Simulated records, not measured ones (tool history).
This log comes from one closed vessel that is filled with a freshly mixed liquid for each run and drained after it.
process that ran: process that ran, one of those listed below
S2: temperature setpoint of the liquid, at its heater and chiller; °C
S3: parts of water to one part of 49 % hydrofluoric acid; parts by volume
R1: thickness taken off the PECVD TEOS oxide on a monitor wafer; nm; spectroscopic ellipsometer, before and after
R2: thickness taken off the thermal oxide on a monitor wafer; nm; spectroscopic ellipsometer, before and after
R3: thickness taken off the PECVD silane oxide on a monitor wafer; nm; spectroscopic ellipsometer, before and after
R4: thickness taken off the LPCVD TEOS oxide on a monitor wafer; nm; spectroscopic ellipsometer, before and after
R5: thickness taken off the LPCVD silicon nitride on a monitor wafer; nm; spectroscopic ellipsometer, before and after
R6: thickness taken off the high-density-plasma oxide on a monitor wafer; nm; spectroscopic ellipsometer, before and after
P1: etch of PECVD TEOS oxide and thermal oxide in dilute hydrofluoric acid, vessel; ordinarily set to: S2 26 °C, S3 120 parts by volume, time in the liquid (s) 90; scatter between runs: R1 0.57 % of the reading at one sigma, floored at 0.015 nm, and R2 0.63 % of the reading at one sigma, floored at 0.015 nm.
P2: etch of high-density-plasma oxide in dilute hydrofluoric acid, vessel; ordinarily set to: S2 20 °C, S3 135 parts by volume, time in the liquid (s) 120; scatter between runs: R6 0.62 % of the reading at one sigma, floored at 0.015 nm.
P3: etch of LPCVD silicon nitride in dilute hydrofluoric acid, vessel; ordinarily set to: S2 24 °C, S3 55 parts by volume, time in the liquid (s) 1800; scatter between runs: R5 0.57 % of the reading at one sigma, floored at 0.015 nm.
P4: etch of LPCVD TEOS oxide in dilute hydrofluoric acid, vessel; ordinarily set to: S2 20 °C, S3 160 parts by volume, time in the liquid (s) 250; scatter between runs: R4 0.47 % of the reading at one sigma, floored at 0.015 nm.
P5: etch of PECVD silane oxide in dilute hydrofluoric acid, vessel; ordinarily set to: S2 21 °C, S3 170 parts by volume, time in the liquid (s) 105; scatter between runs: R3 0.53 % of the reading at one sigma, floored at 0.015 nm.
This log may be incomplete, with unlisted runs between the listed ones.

{"run": 1, "day": 0.7, "process that ran": "P1", "S2": 26, "S3": 120, "time in the liquid (s)": 90, "R1": 9.9672, "R2": 3.6205}
{"run": 2, "day": 1.212, "process that ran": "P5", "S2": 21, "S3": 170, "time in the liquid (s)": 45, "R3": 5.1045}
{"run": 3, "day": 1.729, "process that ran": "P5", "S2": 21, "S3": 170, "time in the liquid (s)": 105, "R3": 11.911}
{"run": 4, "day": 2.075, "process that ran": "P1", "S2": 26, "S3": 120, "time in the liquid (s)": 90, "R1": 9.9104, "R2": 3.6467}
{"run": 5, "day": 2.704, "process that ran": "P1", "S2": 29.5, "S3": 120, "time in the liquid (s)": 170, "R1": 21.177, "R2": 7.768}
{"run": 6, "day": 3.1, "process that ran": "P1", "S2": 26, "S3": 120, "time in the liquid (s)": 90, "R1": 9.8781, "R2": 3.6231}
{"run": 7, "day": 3.725, "process that ran": "P4", "S2": 20, "S3": 160, "time in the liquid (s)": 30, "R4": 2.4783}
{"run": 8, "day": 4.346, "process that ran": "P1", "S2": 26, "S3": 120, "time in the liquid (s)": 90, "R1": 9.9559, "R2": 3.6639}
{"run": 9, "day": 5.025, "process that ran": "P3", "S2": 24, "S3": 55, "time in the liquid (s)": 1800, "R5": 15.785}
{"run": 10, "day": 5.4, "process that ran": "P1", "S2": 26, "S3": 40, "time in the liquid (s)": 90, "R1": 32.834, "R2": 11.997}
{"run": 11, "day": 5.825, "process that ran": "P4", "S2": 17, "S3": 160, "time in the liquid (s)": 250, "R4": 18.467}
{"run": 12, "day": 6.412, "process that ran": "P5", "S2": 21, "S3": 170, "time in the liquid (s)": 105, "R3": 11.873}
{"run": 13, "day": 6.888, "process that ran": "P3", "S2": 24, "S3": 55, "time in the liquid (s)": 1800, "R5": 15.791}
{"run": 14, "day": 7.583, "process that ran": "P2", "S2": 20, "S3": 35, "time in the liquid (s)": 120, "R6": 20.135}
{"run": 15, "day": 7.938, "process that ran": "P3", "S2": 24, "S3": 55, "time in the liquid (s)": 925, "R5": 8.1549}
{"run": 16, "day": 8.283, "process that ran": "P1", "S2": 26, "S3": 120, "time in the liquid (s)": 30, "R1": 3.2757, "R2": 1.2304}
{"run": 17, "day": 8.788, "process that ran": "P1", "S2": 26, "S3": 120, "time in the liquid (s)": 155, "R1": 17.017, "R2": 6.2791}
{"run": 18, "day": 9.233, "process that ran": "P2", "S2": 20, "S3": 135, "time in the liquid (s)": 220, "R6": 8.6059}
{"run": 19, "day": 9.942, "process that ran": "P2", "S2": 20, "S3": 135, "time in the liquid (s)": 120, "R6": 4.626}
{"run": 20, "day": 10.654, "process that ran": "P5", "S2": 17, "S3": 170, "time in the liquid (s)": 105, "R3": 10.113}
{"run": 21, "day": 11.162, "process that ran": "P3", "S2": 24, "S3": 35, "time in the liquid (s)": 1800, "R5": 24.761}
{"run": 22, "day": 11.862, "process that ran": "P1", "S2": 26, "S3": 120, "time in the liquid (s)": 90, "R1": 9.9383, "R2": 3.6355}
{"run": 23, "day": 12.279, "process that ran": "P5", "S2": 21, "S3": 255, "time in the liquid (s)": 105, "R3": 7.2233}
{"run": 24, "day": 12.742, "process that ran": "P1", "S2": 19.5, "S3": 120, "time in the liquid (s)": 160, "R1": 13.628, "R2": 4.9957}
{"run": 25, "day": 13.338, "process that ran": "P1", "S2": 26, "S3": 190, "time in the liquid (s)": 90, "R1": 5.7848, "R2": 2.1178}
{"run": 26, "day": 13.742, "process that ran": "P1", "S2": 32, "S3": 120, "time in the liquid (s)": 90, "R1": 12.338, "R2": 4.527}
{"run": 27, "day": 14.233, "process that ran": "P2", "S2": 24, "S3": 135, "time in the liquid (s)": 120, "R6": 5.4715}
{"run": 28, "day": 14.783, "process that ran": "P4", "S2": 20, "S3": 80, "time in the liquid (s)": 250, "R4": 45.147}
{"run": 29, "day": 15.279, "process that ran": "P1", "S2": 26, "S3": 120, "time in the liquid (s)": 90, "R1": 9.8743, "R2": 3.6739}
{"run": 30, "day": 15.883, "process that ran": "P3", "S2": 31, "S3": 55, "time in the liquid (s)": 1800, "R5": 25.183}
{"run": 31, "day": 16.358, "process that ran": "P4", "S2": 20, "S3": 160, "time in the liquid (s)": 250, "R4": 20.594}
{"run": 32, "day": 16.875, "process that ran": "P1", "S2": 21.5, "S3": 120, "time in the liquid (s)": 90, "R1": 8.2002, "R2": 3.0461}
{"run": 33, "day": 17.417, "process that ran": "P1", "S2": 20.5, "S3": 200, "time in the liquid (s)": 90, "R1": 4.3649, "R2": 1.61}
{"run": 34, "day": 18.15, "process that ran": "P1", "S2": 26, "S3": 120, "time in the liquid (s)": 90, "R1": 9.8362, "R2": 3.594}
{"run": 35, "day": 18.521, "process that ran": "P1", "S2": 26, "S3": 120, "time in the liquid (s)": 90, "R1": 9.9175, "R2": 3.6291}
{"run": 36, "day": 19.254, "process that ran": "P1", "S2": 26, "S3": 120, "time in the liquid (s)": 90, "R1": 9.5896, "R2": 3.5148}
{"run": 37, "day": 19.717, "process that ran": "P1", "S2": 26, "S3": 120, "time in the liquid (s)": 90, "R1": 9.5769, "R2": 3.4626}
{"run": 38, "day": 20.475, "process that ran": "P1", "S2": 26, "S3": 120, "time in the liquid (s)": 90, "R1": 9.5197, "R2": 3.5247}
{"run": 39, "day": 21.092, "process that ran": "P1", "S2": 26, "S3": 120, "time in the liquid (s)": 90, "R1": 9.3679, "R2": 3.4261}
{"run": 40, "day": 21.712, "process that ran": "P1", "S2": 26, "S3": 120, "time in the liquid (s)": 90, "R1": 9.3932, "R2": 3.4365}
{"run": 41, "day": 22.171, "process that ran": "P1", "S2": 26, "S3": 120, "time in the liquid (s)": 90, "R1": 9.3395, "R2": 3.4412}
{"run": 42, "day": 22.858, "process that ran": "P1", "S2": 26, "S3": 120, "time in the liquid (s)": 90, "R1": 9.4117, "R2": 3.4528}

What P1 gives has crept off from where it sat before. The 2 causes that follow fit the log equally well, each at the size noted:
A: liquid colder than its thermometer reads (K) = 1.47
B: hydrofluoric acid flow below the setpoint (%) = 4.78
The creep began at about day 18.521.

Of the 4 check runs listed below, each run on one wafer and each result written as a question mark, which would let you distinguish the listed causes because they would give clearly different results?
{"run": "check 1", "day": 23.546, "process that ran": "P3", "S2": 31, "S3": 55, "time in the liquid (s)": 1185, "R5": "?"}
{"run": "check 2", "day": 23.546, "process that ran": "P2", "S2": 20, "S3": 50, "time in the liquid (s)": 120, "R6": "?"}
{"run": "check 3", "day": 23.546, "process that ran": "P5", "S2": 21, "S3": 235, "time in the liquid (s)": 105, "R3": "?"}
{"run": "check 4", "day": 23.546, "process that ran": "P4", "S2": 20, "S3": 160, "time in the liquid (s)": 30, "R4": "?"}

Outcome of each check run for each possible cause:
check=check_1 result=R5 if_A=15.051 if_B=15.754
check=check_2 result=R6 if_A=13.03 if_B=13.172
check=check_3 result=R3 if_A=7.6213 if_B=7.5841
check=check_4 result=R4 if_A=2.3418 if_B=2.345
Minimum pairwise separation of causes per check, each pair taken at its best-separating result: check 1 4.57 %; check 2 1.08 %; check 3 0.49 %; check 4 0.14 %
Of the check runs offered, only check 1 discriminates between the causes; the rest would read about the same regardless of which cause applies.

With check 1 done, the readings were: R5 14.894 nm. Identify which of the listed causes applies.

The cause is A: liquid colder than its thermometer reads (K).
